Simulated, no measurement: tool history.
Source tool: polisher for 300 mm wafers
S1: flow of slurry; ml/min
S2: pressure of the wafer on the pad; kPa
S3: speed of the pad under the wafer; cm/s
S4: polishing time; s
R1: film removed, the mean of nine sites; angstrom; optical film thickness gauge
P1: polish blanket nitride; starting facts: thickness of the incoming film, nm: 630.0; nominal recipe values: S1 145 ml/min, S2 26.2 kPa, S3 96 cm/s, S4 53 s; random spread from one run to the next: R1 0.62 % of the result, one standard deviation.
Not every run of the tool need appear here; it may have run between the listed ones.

run 1 hour=16.3 | S1=145 S2=26.2 S3=96 S4=53 | R1=1067.40
run 2 hour=27.6 | S1=145 S2=26.2 S3=130 S4=53 | R1=1354.90
run 3 hour=43.0 | S1=145 S2=11.7 S3=96 S4=53 | R1=481.10
run 4 hour=51.9 | S1=145 S2=26.2 S3=62 S4=53 | R1=754.24
run 5 hour=65.0 | S1=215 S2=17.2 S3=96 S4=53 | R1=747.61
run 6 hour=81.7 | S1=145 S2=26.2 S3=96 S4=53 | R1=1066.10
run 7 hour=95.8 | S1=145 S2=26.2 S3=96 S4=53 | R1=1071.50
run 8 hour=108.2 | S1=145 S2=26.2 S3=96 S4=74 | R1=1501.00
run 9 hour=116.3 | S1=145 S2=17.2 S3=96 S4=71 | R1=940.33
run 10 hour=128.4 | S1=145 S2=26.2 S3=96 S4=53 | R1=1066.70
run 11 hour=138.8 | S1=195 S2=26.2 S3=96 S4=53 | R1=1136.90
run 12 hour=153.1 | S1=85 S2=26.2 S3=96 S4=53 | R1=944.45
run 13 hour=163.8 | S1=145 S2=26.2 S3=96 S4=31 | R1=624.39

What does the tool deliver on the next run?
run 14 hour=173.1 | S1=145 S2=38.6 S3=96 S4=53 | R1=?

{"run 14": {"R1": 1580.4}}

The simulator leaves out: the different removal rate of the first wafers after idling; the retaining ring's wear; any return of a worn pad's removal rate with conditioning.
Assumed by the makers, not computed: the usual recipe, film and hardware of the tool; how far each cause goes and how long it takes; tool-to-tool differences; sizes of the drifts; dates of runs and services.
